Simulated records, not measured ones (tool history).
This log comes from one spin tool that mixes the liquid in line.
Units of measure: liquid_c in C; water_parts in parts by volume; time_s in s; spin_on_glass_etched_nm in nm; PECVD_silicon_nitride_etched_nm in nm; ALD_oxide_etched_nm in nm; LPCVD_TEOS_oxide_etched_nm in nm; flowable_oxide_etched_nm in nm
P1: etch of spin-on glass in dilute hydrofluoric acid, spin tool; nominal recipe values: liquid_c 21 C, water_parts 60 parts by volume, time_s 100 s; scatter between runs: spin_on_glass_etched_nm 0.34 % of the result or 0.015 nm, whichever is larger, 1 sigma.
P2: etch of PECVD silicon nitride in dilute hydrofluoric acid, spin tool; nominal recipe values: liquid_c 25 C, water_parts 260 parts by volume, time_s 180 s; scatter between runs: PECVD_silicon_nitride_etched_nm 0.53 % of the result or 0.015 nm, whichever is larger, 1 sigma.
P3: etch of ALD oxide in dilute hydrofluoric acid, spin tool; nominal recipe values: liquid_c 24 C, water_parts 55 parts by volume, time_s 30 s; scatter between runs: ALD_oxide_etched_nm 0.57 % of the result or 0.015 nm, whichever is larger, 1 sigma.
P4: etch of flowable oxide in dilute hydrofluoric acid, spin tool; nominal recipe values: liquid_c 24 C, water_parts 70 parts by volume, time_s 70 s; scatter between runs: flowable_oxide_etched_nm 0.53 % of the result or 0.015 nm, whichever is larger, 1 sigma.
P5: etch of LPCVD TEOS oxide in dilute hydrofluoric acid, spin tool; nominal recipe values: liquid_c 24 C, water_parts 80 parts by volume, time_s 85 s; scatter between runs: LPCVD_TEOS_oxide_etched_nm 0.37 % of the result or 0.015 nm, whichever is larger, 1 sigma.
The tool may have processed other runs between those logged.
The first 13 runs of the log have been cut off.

| run | day | process | liquid_c | water_parts | time_s | hours since the thermometer was replaced | hours since the hydrofluoric acid flow meter was replaced | spin_on_glass_etched_nm | PECVD_silicon_nitride_etched_nm | ALD_oxide_etched_nm | LPCVD_TEOS_oxide_etched_nm | flowable_oxide_etched_nm |
|---|---|---|---|---|---|---|---|---|---|---|---|---|
| 14 | 7.692 | P1 | 21 | 25 | 100 | 15.3 | 1401.2 | 117.2 |  |  |  |  |
| 15 | 8.292 | P1 | 21 | 60 | 100 | 29.7 | 1415.6 | 47.074 |  |  |  |  |
| 16 | 8.888 | P1 | 21 | 60 | 160 | 44 | 1429.9 | 74.864 |  |  |  |  |
| 17 | 9.55 | P5 | 24 | 80 | 85 | 59.9 | 1445.8 |  |  |  | 44.21 |  |
| 18 | 10.1 | P2 | 17.5 | 260 | 180 | 73.1 | 1459 |  | 2.6558 |  |  |  |
| 19 | 10.758 | P1 | 21 | 60 | 100 | 88.9 | 1474.8 | 46.891 |  |  |  |  |
| 20 | 11.342 | P2 | 25 | 260 | 275 | 102.9 | 1488.8 |  | 6.4724 |  |  |  |
| 21 | 11.946 | P1 | 21 | 60 | 100 | 117.4 | 1503.3 | 47.088 |  |  |  |  |
| 22 | 12.496 | P1 | 28 | 60 | 100 | 130.6 | 1516.5 | 62.54 |  |  |  |  |
| 23 | 13.112 | P1 | 17 | 60 | 100 | 145.4 | 1531.3 | 39.483 |  |  |  |  |
| 24 | 13.442 | P1 | 21 | 20 | 155 | 153.3 | 1539.2 | 229.4 |  |  |  |  |
| 25 | 14.071 | P1 | 21 | 60 | 100 | 168.4 | 1554.3 | 46.872 |  |  |  |  |
| 26 | 14.638 | P5 | 24 | 80 | 145 | 182 | 1567.9 |  |  |  | 75.265 |  |
| 27 | 15.229 | P1 | 21 | 60 | 100 | 196.2 | 1582.1 | 46.977 |  |  |  |  |
| 28 | 15.933 | P3 | 24 | 55 | 30 | 213.1 | 1599 |  |  | 11.04 |  |  |
| 29 | 16.517 | P3 | 20 | 55 | 30 | 227.1 | 1613 |  |  | 9.4926 |  |  |
| 30 | 17.188 | P5 | 24 | 80 | 85 | 243.2 | 1629.1 |  |  |  | 44.352 |  |

For run 31, what comes out?
| 31 | 17.808 | P3 | 24 | 55 | 50 | 258.1 | 1644 |  |  | ? |  |  |

{"run 31": {"ALD_oxide_etched_nm": 18.676}}
